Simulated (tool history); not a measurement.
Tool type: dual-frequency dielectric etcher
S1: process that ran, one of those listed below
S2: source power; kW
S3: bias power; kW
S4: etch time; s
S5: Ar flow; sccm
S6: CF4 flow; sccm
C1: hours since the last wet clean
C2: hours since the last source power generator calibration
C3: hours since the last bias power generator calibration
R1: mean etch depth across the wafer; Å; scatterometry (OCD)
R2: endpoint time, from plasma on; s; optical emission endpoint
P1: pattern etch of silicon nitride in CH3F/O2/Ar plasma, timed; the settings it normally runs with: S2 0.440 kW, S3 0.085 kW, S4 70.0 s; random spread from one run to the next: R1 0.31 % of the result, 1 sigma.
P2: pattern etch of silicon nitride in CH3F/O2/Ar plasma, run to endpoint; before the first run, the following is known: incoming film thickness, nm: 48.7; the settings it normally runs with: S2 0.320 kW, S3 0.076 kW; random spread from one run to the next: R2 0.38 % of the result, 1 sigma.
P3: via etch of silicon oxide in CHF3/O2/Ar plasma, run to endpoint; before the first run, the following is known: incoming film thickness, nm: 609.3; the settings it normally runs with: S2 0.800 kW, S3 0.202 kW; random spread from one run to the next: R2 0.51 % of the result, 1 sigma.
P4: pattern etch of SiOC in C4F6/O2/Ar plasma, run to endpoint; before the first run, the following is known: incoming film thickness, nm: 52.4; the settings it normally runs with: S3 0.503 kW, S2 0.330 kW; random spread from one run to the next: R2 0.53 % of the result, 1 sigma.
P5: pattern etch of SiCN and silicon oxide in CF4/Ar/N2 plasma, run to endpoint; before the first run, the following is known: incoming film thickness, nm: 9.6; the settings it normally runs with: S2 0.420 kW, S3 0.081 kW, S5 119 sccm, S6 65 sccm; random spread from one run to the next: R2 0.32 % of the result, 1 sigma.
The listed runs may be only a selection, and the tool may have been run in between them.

| run | day | S1 | S2 | S3 | S4 | S5 | S6 | C1 | C2 | C3 | R1 | R2 |
|---|---|---|---|---|---|---|---|---|---|---|---|---|
| 1 | 0.217 | P1 | 0.440 | 0.085 | 70.0 |  |  | 113.9 | 1388.4 | 3468.3 | 541.88 |  |
| 2 | 0.454 | P5 | 0.420 | 0.081 |  | 119 | 86 | 119.6 | 1394.1 | 3474.0 |  | 11.280 |
| 3 | 0.608 | P5 | 0.260 | 0.081 |  | 119 | 65 | 123.3 | 1397.8 | 3477.7 |  | 17.845 |
|  | 0.771 | wet clean of the chamber |
| 4 | 0.850 | P1 | 0.560 | 0.085 | 70.0 |  |  | 1.9 | 1403.6 | 3483.5 | 592.54 |  |
| 5 | 1.092 | P2 | 0.320 | 0.076 |  |  |  | 7.7 | 1409.4 | 3489.3 |  | 78.030 |
| 6 | 1.346 | P1 | 0.440 | 0.085 | 44.5 |  |  | 13.8 | 1415.5 | 3495.4 | 344.61 |  |
| 7 | 1.588 | P3 | 0.800 | 0.202 |  |  |  | 19.6 | 1421.3 | 3501.2 |  | 259.720 |
| 8 | 1.733 | P1 | 0.440 | 0.085 | 70.0 |  |  | 23.1 | 1424.8 | 3504.7 | 544.06 |  |
| 9 | 1.875 | P5 | 0.420 | 0.098 |  | 119 | 65 | 26.5 | 1428.2 | 3508.1 |  | 10.974 |
| 10 | 2.038 | P1 | 0.440 | 0.064 | 70.0 |  |  | 30.4 | 1432.1 | 3512.0 | 489.37 |  |
| 11 | 2.288 | P5 | 0.420 | 0.081 |  | 119 | 65 | 36.4 | 1438.1 | 3518.0 |  | 11.769 |
| 12 | 2.425 | P2 | 0.320 | 0.076 |  |  |  | 39.7 | 1441.4 | 3521.3 |  | 77.764 |
| 13 | 2.646 | P1 | 0.320 | 0.085 | 70.0 |  |  | 45.0 | 1446.7 | 3526.6 | 480.38 |  |
| 14 | 2.875 | P2 | 0.260 | 0.076 |  |  |  | 50.5 | 1452.2 | 3532.1 |  | 84.646 |
| 15 | 2.996 | P3 | 0.800 | 0.130 |  |  |  | 53.4 | 1455.1 | 3535.0 |  | 300.100 |
| 16 | 3.192 | P4 | 0.330 | 0.309 |  |  |  | 58.1 | 1459.8 | 3539.7 |  | 22.263 |
| 17 | 3.350 | P1 | 0.440 | 0.085 | 89.5 |  |  | 61.9 | 1463.6 | 3543.5 | 692.74 |  |
| 18 | 3.546 | P1 | 0.440 | 0.053 | 90.0 |  |  | 66.6 | 1468.3 | 3548.2 | 593.54 |  |
| 19 | 3.662 | P1 | 0.440 | 0.085 | 70.0 |  |  | 69.4 | 1471.1 | 3551.0 | 541.68 |  |
| 20 | 3.812 | P2 | 0.320 | 0.054 |  |  |  | 73.0 | 1474.7 | 3554.6 |  | 87.434 |
| 21 | 4.021 | P1 | 0.440 | 0.085 | 70.0 |  |  | 78.0 | 1479.7 | 3559.6 | 542.34 |  |
| 22 | 4.175 | P5 | 0.420 | 0.081 |  | 146 | 65 | 81.7 | 1483.4 | 3563.3 |  | 12.174 |
| 23 | 4.392 | P4 | 0.230 | 0.503 |  |  |  | 86.9 | 1488.6 | 3568.5 |  | 21.513 |
| 24 | 4.554 | P1 | 0.440 | 0.085 | 70.0 |  |  | 90.8 | 1492.5 | 3572.4 | 542.36 |  |
| 25 | 4.700 | P1 | 0.440 | 0.085 | 70.0 |  |  | 94.3 | 1496.0 | 3575.9 | 544.57 |  |
| 26 | 4.862 | P1 | 0.610 | 0.102 | 70.0 |  |  | 98.2 | 1499.9 | 3579.8 | 654.65 |  |
| 27 | 5.083 | P4 | 0.330 | 0.503 |  |  |  | 103.5 | 1505.2 | 3585.1 |  | 18.907 |
| 28 | 5.196 | P1 | 0.440 | 0.085 | 70.0 |  |  | 106.2 | 1507.9 | 3587.8 | 539.94 |  |
| 29 | 5.346 | P1 | 0.440 | 0.117 | 70.0 |  |  | 109.8 | 1511.5 | 3591.4 | 609.64 |  |

Predict the results of run 30:
| 30 | 5.571 | P3 | 0.960 | 0.202 |  |  |  | 115.2 | 1516.9 | 3596.8 |  | ? |

Run 30 came out at R2 242.560 s.

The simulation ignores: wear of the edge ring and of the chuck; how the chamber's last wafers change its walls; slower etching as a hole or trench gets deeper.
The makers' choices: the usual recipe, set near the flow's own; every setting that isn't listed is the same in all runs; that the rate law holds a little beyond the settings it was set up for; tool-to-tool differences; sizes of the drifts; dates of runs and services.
